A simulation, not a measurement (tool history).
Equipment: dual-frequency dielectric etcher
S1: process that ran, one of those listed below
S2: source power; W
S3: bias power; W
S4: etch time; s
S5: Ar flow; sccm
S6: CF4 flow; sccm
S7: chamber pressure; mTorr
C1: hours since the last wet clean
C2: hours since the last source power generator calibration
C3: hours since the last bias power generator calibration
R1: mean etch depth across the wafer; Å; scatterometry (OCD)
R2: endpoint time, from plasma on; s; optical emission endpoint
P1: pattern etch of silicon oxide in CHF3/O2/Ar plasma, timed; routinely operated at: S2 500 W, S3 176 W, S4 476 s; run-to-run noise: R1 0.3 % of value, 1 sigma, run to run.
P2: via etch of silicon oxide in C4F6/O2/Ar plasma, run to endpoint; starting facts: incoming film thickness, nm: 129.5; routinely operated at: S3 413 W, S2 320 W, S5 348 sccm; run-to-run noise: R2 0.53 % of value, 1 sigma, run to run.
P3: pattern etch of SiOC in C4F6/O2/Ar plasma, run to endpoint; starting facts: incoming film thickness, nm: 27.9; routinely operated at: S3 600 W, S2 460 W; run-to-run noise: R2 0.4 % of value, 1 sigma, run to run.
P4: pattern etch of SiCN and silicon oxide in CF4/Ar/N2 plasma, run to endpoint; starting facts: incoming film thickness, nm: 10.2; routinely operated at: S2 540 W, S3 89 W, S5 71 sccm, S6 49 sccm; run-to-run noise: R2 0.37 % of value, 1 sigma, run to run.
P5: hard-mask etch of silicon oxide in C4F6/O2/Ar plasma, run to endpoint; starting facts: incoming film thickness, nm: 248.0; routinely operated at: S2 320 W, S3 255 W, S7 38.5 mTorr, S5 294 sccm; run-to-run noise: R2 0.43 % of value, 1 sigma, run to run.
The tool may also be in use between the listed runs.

Run 1, day 0.238: S1 P1, S2 500 W, S3 176 W, S4 476 s; C1 123.2; C2 2314.8; C3 2338. Result: R1 8515.7 Å.
Run 2, day 0.496: S1 P1, S2 500 W, S3 121 W, S4 568.5 s; C1 129.4; C2 2321; C3 2344.2. Result: R1 9061 Å.
Run 3, day 0.771: S1 P3, S2 460 W, S3 600 W; C1 136; C2 2327.6; C3 2350.8. Result: R2 8.5158 s.
Run 4, day 1.067: S1 P1, S2 500 W, S3 176 W, S4 476 s; C1 143.1; C2 2334.7; C3 2357.9. Result: R1 8534.7 Å.
Run 5, day 1.488: S1 P4, S2 540 W, S3 89 W, S5 71 sccm, S6 64 sccm; C1 153.2; C2 2344.8; C3 2368. Result: R2 9.2262 s.
Run 6, day 1.954: S1 P5, S2 320 W, S3 255 W, S5 294 sccm, S7 38.5 mTorr; C1 164.4; C2 2356; C3 2379.2. Result: R2 79.54 s.
Run 7, day 2.321: S1 P3, S2 460 W, S3 355 W; C1 173.2; C2 2364.8; C3 2388. Result: R2 10.293 s.
Run 8, day 2.621: S1 P2, S2 320 W, S3 413 W, S5 348 sccm; C1 180.4; C2 2372; C3 2395.2. Result: R2 33.035 s.
Run 9, day 2.917: S1 P4, S2 540 W, S3 61 W, S5 71 sccm, S6 49 sccm; C1 187.5; C2 2379.1; C3 2402.3. Result: R2 10.819 s.
Run 10, day 3.4: S1 P3, S2 460 W, S3 600 W; C1 199.1; C2 2390.7; C3 2413.9. Result: R2 8.5364 s.
Run 11, day 3.792: S1 P1, S2 690 W, S3 176 W, S4 476 s; C1 208.5; C2 2400.1; C3 2423.3. Result: R1 9648.1 Å.
Run 12, day 4.246: S1 P5, S2 200 W, S3 255 W, S5 294 sccm, S7 38.5 mTorr; C1 219.4; C2 2411; C3 2434.2. Result: R2 94.027 s.
Run 13, day 4.621: S1 P1, S2 500 W, S3 176 W, S4 262 s; C1 228.4; C2 2420; C3 2443.2. Result: R1 4679.9 Å.
Run 14, day 4.892: S1 P3, S2 300 W, S3 600 W; C1 234.9; C2 2426.5; C3 2449.7. Result: R2 10.018 s.
Run 15, day 5.192: S1 P2, S2 320 W, S3 550 W, S5 348 sccm; C1 242.1; C2 2433.7; C3 2456.9. Result: R2 29.449 s.
Run 16, day 5.5: S1 P1, S2 500 W, S3 176 W, S4 476 s; C1 249.5; C2 2441.1; C3 2464.3. Result: R1 8524.8 Å.
Run 17, day 5.779: S1 P1, S2 500 W, S3 119 W, S4 476 s; C1 256.2; C2 2447.8; C3 2471. Result: R1 7515.2 Å.
Run 18, day 6.121: S1 P1, S2 370 W, S3 176 W, S4 476 s; C1 264.4; C2 2456; C3 2479.2. Result: R1 7584.9 Å.
Run 19, day 6.638: S1 P1, S2 500 W, S3 176 W, S4 624 s; C1 276.8; C2 2468.4; C3 2491.6. Result: R1 11163 Å.
Run 20, day 7.038: S1 P4, S2 750 W, S3 89 W, S5 71 sccm, S6 49 sccm; C1 286.4; C2 2478; C3 2501.2. Result: R2 7.1773 s.
Run 21, day 7.425: S1 P2, S2 320 W, S3 413 W, S5 210 sccm; C1 295.7; C2 2487.3; C3 2510.5. Result: R2 31.148 s.
Run 22, day 7.846: S1 P1, S2 370 W, S3 176 W, S4 262 s; C1 305.8; C2 2497.4; C3 2520.6. Result: R1 4191.4 Å.
Run 23, day 8.179: S1 P5, S2 320 W, S3 344 W, S5 294 sccm, S7 38.5 mTorr; C1 313.8; C2 2505.4; C3 2528.6. Result: R2 71.23 s.
Run 24, day 8.492: S1 P2, S2 190 W, S3 413 W, S5 348 sccm; C1 321.3; C2 2512.9; C3 2536.1. Result: R2 39.719 s.
Run 25, day 8.771: S1 P5, S2 320 W, S3 255 W, S5 294 sccm, S7 29.5 mTorr; C1 328; C2 2519.6; C3 2542.8. Result: R2 76.589 s.
At day 8.862: wet clean of the chamber.
Run 26, day 9.271: S1 P5, S2 320 W, S3 255 W, S5 294 sccm, S7 38.5 mTorr; C1 9.8; C2 2531.6; C3 2554.8. Result: R2 78.251 s.
Run 27, day 9.779: S1 P1, S2 500 W, S3 176 W, S4 476 s; C1 22; C2 2543.8; C3 2567. Result: R1 8584.9 Å.
Run 28, day 10.225: S1 P1, S2 500 W, S3 231 W, S4 476 s; C1 32.7; C2 2554.5; C3 2577.7. Result: R1 9366.3 Å.
Run 29, day 10.646: S1 P1, S2 500 W, S3 176 W, S4 476 s; C1 42.8; C2 2564.6; C3 2587.8. Result: R1 8523.4 Å.
Run 30, day 10.996: S1 P4, S2 540 W, S3 89 W, S5 44 sccm, S6 49 sccm; C1 51.2; C2 2573; C3 2596.2. Result: R2 8.9123 s.
Run 31, day 11.238: S1 P5, S2 320 W, S3 255 W, S5 226 sccm, S7 38.5 mTorr; C1 57; C2 2578.8; C3 2602. Result: R2 76.91 s.
Run 32, day 11.683: S1 P4, S2 540 W, S3 89 W, S5 71 sccm, S6 49 sccm; C1 67.7; C2 2589.5; C3 2612.7. Result: R2 9.5513 s.
Run 33, day 12.025: S1 P1, S2 500 W, S3 176 W, S4 476 s; C1 75.9; C2 2597.7; C3 2620.9. Result: R1 8516.1 Å.
Run 34, day 12.408: S1 P1, S2 500 W, S3 176 W, S4 476 s; C1 85.1; C2 2606.9; C3 2630.1. Result: R1 8515.9 Å.
Run 35, day 12.904: S1 P1, S2 500 W, S3 176 W, S4 476 s; C1 97; C2 2618.8; C3 2642. Result: R1 8441.3 Å.
Run 36, day 13.133: S1 P1, S2 500 W, S3 176 W, S4 476 s; C1 102.5; C2 2624.3; C3 2647.5. Result: R1 8493.2 Å.
Run 37, day 13.625: S1 P1, S2 500 W, S3 176 W, S4 476 s; C1 114.3; C2 2636.1; C3 2659.3. Result: R1 8431.8 Å.
Run 38, day 13.975: S1 P1, S2 500 W, S3 176 W, S4 476 s; C1 122.7; C2 2644.5; C3 2667.7. Result: R1 8419 Å.
Run 39, day 14.242: S1 P1, S2 500 W, S3 176 W, S4 476 s; C1 129.1; C2 2650.9; C3 2674.1. Result: R1 8452 Å.
Run 40, day 14.704: S1 P1, S2 500 W, S3 176 W, S4 476 s; C1 140.2; C2 2662; C3 2685.2. Result: R1 8398.2 Å.
At day 15.05: wet clean of the chamber.
Run 41, day 15.092: S1 P1, S2 500 W, S3 176 W, S4 476 s; C1 1; C2 2671.3; C3 2694.5. Result: R1 8438.5 Å.
Run 42, day 15.608: S1 P1, S2 500 W, S3 176 W, S4 476 s; C1 13.4; C2 2683.7; C3 2706.9. Result: R1 8387.9 Å.
Run 43, day 16.121: S1 P1, S2 500 W, S3 176 W, S4 476 s; C1 25.7; C2 2696; C3 2719.2. Result: R1 8429.1 Å.

The output of P1 has drifted from where it used to be. Each of the 2 causes below, taken at the size shown beside it, accounts for the log equally well:
A: source power that arrives under what is set, % = 3.81
B: bias power that arrives under what is set, % = 4.29
The drift started at roughly day 12.025.
All other causes, with the reason each is excluded:
chamber walls in a state that lowers the etch rate, %: serviced at day 15.05, which brought nothing back

Which of the 4 check runs listed below, each an average over 2 wafers with its results shown as question marks, gives clearly different results under the different listed causes?
Run check 1, day 16.633: S1 P4, S2 750 W, S3 89 W, S5 47 sccm, S6 49 sccm. Result: R2 ?.
Run check 2, day 16.633: S1 P3, S2 330 W, S3 435 W. Result: R2 ?.
Run check 3, day 16.633: S1 P5, S2 320 W, S3 339 W, S5 294 sccm, S7 38.5 mTorr. Result: R2 ?.
Run check 4, day 16.633: S1 P2, S2 270 W, S3 413 W, S5 227 sccm. Result: R2 ?.

Predicted outcomes, by check and by cause:
  check  result    if A    if B
check 1      R2  6.9873  6.8458
check 2      R2  11.049  11.069
check 3      R2  72.719  72.808
check 4      R2  33.934  33.998
Smallest distance between any two causes, each pair judged by its most separating result, in per cent: check 1 2.05 %; check 2 0.18 %; check 3 0.12 %; check 4 0.19 %
Of the check runs offered, only check 1 discriminates between the causes; the rest would read about the same regardless of which cause applies.

Check 1 was then run and gave: R2 6.9851 s. Which cause is it?

A is the cause: source power that arrives under what is set, %.

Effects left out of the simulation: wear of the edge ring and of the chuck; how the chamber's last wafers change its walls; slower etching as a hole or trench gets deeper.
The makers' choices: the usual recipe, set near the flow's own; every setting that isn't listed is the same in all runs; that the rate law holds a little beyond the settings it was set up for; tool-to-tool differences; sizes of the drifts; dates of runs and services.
